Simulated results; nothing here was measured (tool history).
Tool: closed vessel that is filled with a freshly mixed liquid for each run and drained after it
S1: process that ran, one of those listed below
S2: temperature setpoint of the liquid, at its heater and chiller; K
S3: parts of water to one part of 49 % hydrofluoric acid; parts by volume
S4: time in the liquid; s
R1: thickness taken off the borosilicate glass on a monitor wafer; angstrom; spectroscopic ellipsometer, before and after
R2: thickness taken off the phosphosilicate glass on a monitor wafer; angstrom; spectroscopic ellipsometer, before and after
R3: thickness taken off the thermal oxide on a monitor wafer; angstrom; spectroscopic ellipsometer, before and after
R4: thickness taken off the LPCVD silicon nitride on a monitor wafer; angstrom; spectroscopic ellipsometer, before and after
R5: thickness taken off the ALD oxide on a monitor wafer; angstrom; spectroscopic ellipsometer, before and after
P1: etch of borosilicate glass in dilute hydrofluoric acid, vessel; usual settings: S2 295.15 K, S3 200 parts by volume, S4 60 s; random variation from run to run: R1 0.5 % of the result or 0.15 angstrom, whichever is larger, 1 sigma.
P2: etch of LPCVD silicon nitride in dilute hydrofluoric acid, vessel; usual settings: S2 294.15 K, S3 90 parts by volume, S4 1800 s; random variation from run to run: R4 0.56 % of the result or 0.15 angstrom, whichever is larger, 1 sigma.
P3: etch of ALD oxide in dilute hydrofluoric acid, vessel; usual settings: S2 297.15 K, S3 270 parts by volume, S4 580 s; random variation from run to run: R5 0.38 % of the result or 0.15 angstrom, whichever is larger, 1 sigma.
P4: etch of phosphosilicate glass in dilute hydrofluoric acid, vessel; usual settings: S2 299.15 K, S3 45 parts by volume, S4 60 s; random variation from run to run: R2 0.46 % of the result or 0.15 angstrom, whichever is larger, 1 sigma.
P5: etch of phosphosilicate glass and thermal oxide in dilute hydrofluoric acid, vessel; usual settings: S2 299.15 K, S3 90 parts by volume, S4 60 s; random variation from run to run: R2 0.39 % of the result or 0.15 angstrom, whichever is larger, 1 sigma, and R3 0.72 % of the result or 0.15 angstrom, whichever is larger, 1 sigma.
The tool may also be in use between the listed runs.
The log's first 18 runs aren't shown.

run,hour,S1,S2,S3,S4,R1,R2,R3,R4,R5
19,186.6,P1,295.15,300,105,92.805,,,,
20,195.9,P5,293.65,90,60,,923.55,29.707,,
21,208.0,P4,299.15,20,60,,7025.60,,,
22,221.2,P5,299.15,90,60,,1147.00,37.111,,
23,234.8,P5,299.15,90,60,,1148.50,37.367,,
24,249.1,P1,295.15,115,60,166.880,,,,
25,257.6,P1,295.15,200,60,88.137,,,,
26,271.2,P3,297.15,470,580,,,,,280.06
27,279.5,P3,297.15,270,190,,,,,193.38
28,290.3,P5,299.15,40,60,,2757.30,88.766,,

Run 29 comes next. What will it give?
29,303.7,P1,295.15,200,100,?,,,,

Run 29 gave R1 147.290 angstrom.
